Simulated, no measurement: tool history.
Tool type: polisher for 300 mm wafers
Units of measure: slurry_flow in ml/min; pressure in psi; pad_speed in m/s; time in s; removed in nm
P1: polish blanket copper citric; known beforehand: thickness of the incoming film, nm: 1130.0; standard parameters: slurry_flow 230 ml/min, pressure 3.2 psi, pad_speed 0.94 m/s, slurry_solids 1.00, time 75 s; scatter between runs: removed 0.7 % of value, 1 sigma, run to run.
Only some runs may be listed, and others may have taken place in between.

run,day,slurry_flow,pressure,pad_speed,slurry_solids,time,wafers polished on this pad,hours since the slurry nozzle was cleaned,hours since the head pressure was calibrated,hours since the slurry blender was calibrated,removed
1,0.475,230,3.2,0.94,1.00,75,524,183.9,237.0,232.5,143.660
2,1.146,145,3.2,0.94,1.00,75,643,200.0,253.1,248.6,134.290
3,1.642,230,3.2,0.94,1.00,75,731,211.9,265.0,260.5,144.320
4,2.188,230,3.2,0.94,0.60,75,828,225.0,278.1,273.6,128.530
5,2.821,230,3.2,0.94,1.00,110,941,240.2,293.3,288.8,211.540
6,3.200,230,3.2,1.46,0.55,75,1008,249.3,302.4,297.9,194.730
7,3.921,230,3.2,0.94,1.00,34,1136,266.6,319.7,315.2,64.994
8,4.479,230,4.7,0.94,1.00,75,1235,280.0,333.1,328.6,209.770
9,4.858,230,3.2,1.46,1.00,75,1303,289.1,342.2,337.7,219.420
10,5.521,230,3.2,0.94,1.00,75,1420,305.0,358.1,353.6,144.200
11,6.175,230,3.2,0.94,1.00,75,1537,320.7,373.8,369.3,142.600
12,6.800,230,3.2,0.94,1.00,75,1648,335.7,388.8,384.3,142.750
13,7.242,230,3.2,0.94,1.00,75,1726,346.3,399.4,394.9,142.740
# day 7.342: worn pad replaced by a new one
14,7.812,230,3.2,0.94,1.25,75,84,360.0,413.1,408.6,150.570
15,8.312,230,3.2,0.42,1.00,75,173,372.0,425.1,420.6,65.831
16,8.658,230,3.2,0.94,1.00,75,234,380.3,433.4,428.9,146.010
17,9.046,230,1.4,0.94,1.00,75,303,389.6,442.7,438.2,64.420
18,9.512,305,3.2,0.94,1.00,75,386,400.8,453.9,449.4,146.270

Run 19 is up next; what results do you expect?
19,10.121,230,3.2,0.94,1.00,75,494,415.4,468.5,464.0,?

removed: 143.050 nm
